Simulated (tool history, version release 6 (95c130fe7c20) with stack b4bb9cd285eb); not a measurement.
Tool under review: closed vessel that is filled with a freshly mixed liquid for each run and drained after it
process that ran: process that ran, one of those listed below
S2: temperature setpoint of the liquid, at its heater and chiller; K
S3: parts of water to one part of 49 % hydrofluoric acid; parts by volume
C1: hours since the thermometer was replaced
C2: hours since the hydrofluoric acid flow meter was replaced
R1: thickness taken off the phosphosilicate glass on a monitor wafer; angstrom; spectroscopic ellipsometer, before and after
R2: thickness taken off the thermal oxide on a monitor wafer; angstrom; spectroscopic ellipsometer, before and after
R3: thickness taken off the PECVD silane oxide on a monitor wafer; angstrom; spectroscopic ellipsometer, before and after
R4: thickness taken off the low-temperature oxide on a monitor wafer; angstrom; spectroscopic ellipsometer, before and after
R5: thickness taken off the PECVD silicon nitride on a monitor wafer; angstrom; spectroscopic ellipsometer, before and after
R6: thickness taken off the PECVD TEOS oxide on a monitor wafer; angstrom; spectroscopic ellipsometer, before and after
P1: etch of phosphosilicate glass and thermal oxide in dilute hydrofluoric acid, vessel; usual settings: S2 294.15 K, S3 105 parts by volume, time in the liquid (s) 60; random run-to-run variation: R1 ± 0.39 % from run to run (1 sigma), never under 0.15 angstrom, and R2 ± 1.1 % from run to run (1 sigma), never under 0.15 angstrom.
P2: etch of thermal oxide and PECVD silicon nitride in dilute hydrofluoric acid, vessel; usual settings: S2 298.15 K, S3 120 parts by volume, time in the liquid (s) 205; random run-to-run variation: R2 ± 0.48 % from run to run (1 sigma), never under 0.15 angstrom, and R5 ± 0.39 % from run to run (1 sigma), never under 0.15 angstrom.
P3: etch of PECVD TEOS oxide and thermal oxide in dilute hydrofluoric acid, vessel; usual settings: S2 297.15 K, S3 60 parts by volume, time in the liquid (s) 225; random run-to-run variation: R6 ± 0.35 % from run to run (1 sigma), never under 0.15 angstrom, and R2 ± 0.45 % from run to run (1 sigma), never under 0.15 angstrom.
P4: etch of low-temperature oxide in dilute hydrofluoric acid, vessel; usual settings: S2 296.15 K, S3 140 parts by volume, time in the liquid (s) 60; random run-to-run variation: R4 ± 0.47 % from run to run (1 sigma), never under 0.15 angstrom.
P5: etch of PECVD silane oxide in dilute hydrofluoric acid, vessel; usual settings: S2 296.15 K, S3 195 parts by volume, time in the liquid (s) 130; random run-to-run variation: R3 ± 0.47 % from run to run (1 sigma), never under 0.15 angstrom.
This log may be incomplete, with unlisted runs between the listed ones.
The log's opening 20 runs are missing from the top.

run 21 day=9.129 | process_that_ran=P4 S2=296.15 S3=140 time_in_the_liquid_(s)=60 | C1=1539 C2=564.1 | R4=87.023
run 22 day=9.704 | process_that_ran=P1 S2=294.15 S3=105 time_in_the_liquid_(s)=60 | C1=1552.8 C2=577.9 | R1=1017.3 R2=23.846
run 23 day=10.2 | process_that_ran=P3 S2=297.15 S3=60 time_in_the_liquid_(s)=125 | C1=1564.7 C2=589.8 | R2=107.71 R6=187.04
run 24 day=10.696 | process_that_ran=P1 S2=294.15 S3=105 time_in_the_liquid_(s)=60 | C1=1576.6 C2=601.7 | R1=1017 R2=23.896
run 25 day=11.3 | process_that_ran=P1 S2=290.15 S3=105 time_in_the_liquid_(s)=60 | C1=1591.1 C2=616.2 | R1=866.17 R2=20.397
run 26 day=11.912 | process_that_ran=P3 S2=297.15 S3=30 time_in_the_liquid_(s)=225 | C1=1605.8 C2=630.9 | R2=402.89 R6=706.67
run 27 day=12.504 | process_that_ran=P2 S2=298.15 S3=120 time_in_the_liquid_(s)=30 | C1=1620 C2=645.1 | R2=12.67 R5=7.8499
run 28 day=13.146 | process_that_ran=P1 S2=294.15 S3=180 time_in_the_liquid_(s)=60 | C1=1635.4 C2=660.5 | R1=548.98 R2=12.742
run 29 day=13.767 | process_that_ran=P3 S2=293.15 S3=60 time_in_the_liquid_(s)=225 | C1=1650.3 C2=675.4 | R2=164.52 R6=284.03
run 30 day=14.154 | process_that_ran=P5 S2=296.15 S3=195 time_in_the_liquid_(s)=130 | C1=1659.6 C2=684.7 | R3=221.65
run 31 day=14.592 | process_that_ran=P1 S2=294.15 S3=105 time_in_the_liquid_(s)=60 | C1=1670.1 C2=695.2 | R1=1009 R2=23.533
run 32 day=14.95 | process_that_ran=P1 S2=294.15 S3=105 time_in_the_liquid_(s)=60 | C1=1678.7 C2=703.8 | R1=1030 R2=23.802
run 33 day=15.408 | process_that_ran=P1 S2=294.15 S3=105 time_in_the_liquid_(s)=60 | C1=1689.7 C2=714.8 | R1=1050.4 R2=24.094
run 34 day=15.938 | process_that_ran=P1 S2=294.15 S3=105 time_in_the_liquid_(s)=60 | C1=1702.4 C2=727.5 | R1=1067.3 R2=24.858
run 35 day=16.538 | process_that_ran=P1 S2=294.15 S3=105 time_in_the_liquid_(s)=60 | C1=1716.8 C2=741.9 | R1=1077.9 R2=25.28
run 36 day=17.075 | process_that_ran=P1 S2=294.15 S3=105 time_in_the_liquid_(s)=60 | C1=1729.7 C2=754.8 | R1=1078 R2=25.48
run 37 day=17.542 | process_that_ran=P1 S2=294.15 S3=105 time_in_the_liquid_(s)=60 | C1=1740.9 C2=766 | R1=1090.4 R2=24.966

Run 38 comes next. What will it give?
run 38 day=17.892 | process_that_ran=P1 S2=294.15 S3=105 time_in_the_liquid_(s)=60 | C1=1749.3 C2=774.4 | R1=? R2=?

For run 38 the tool returned R1 1091.7 angstrom, R2 25.181 angstrom.
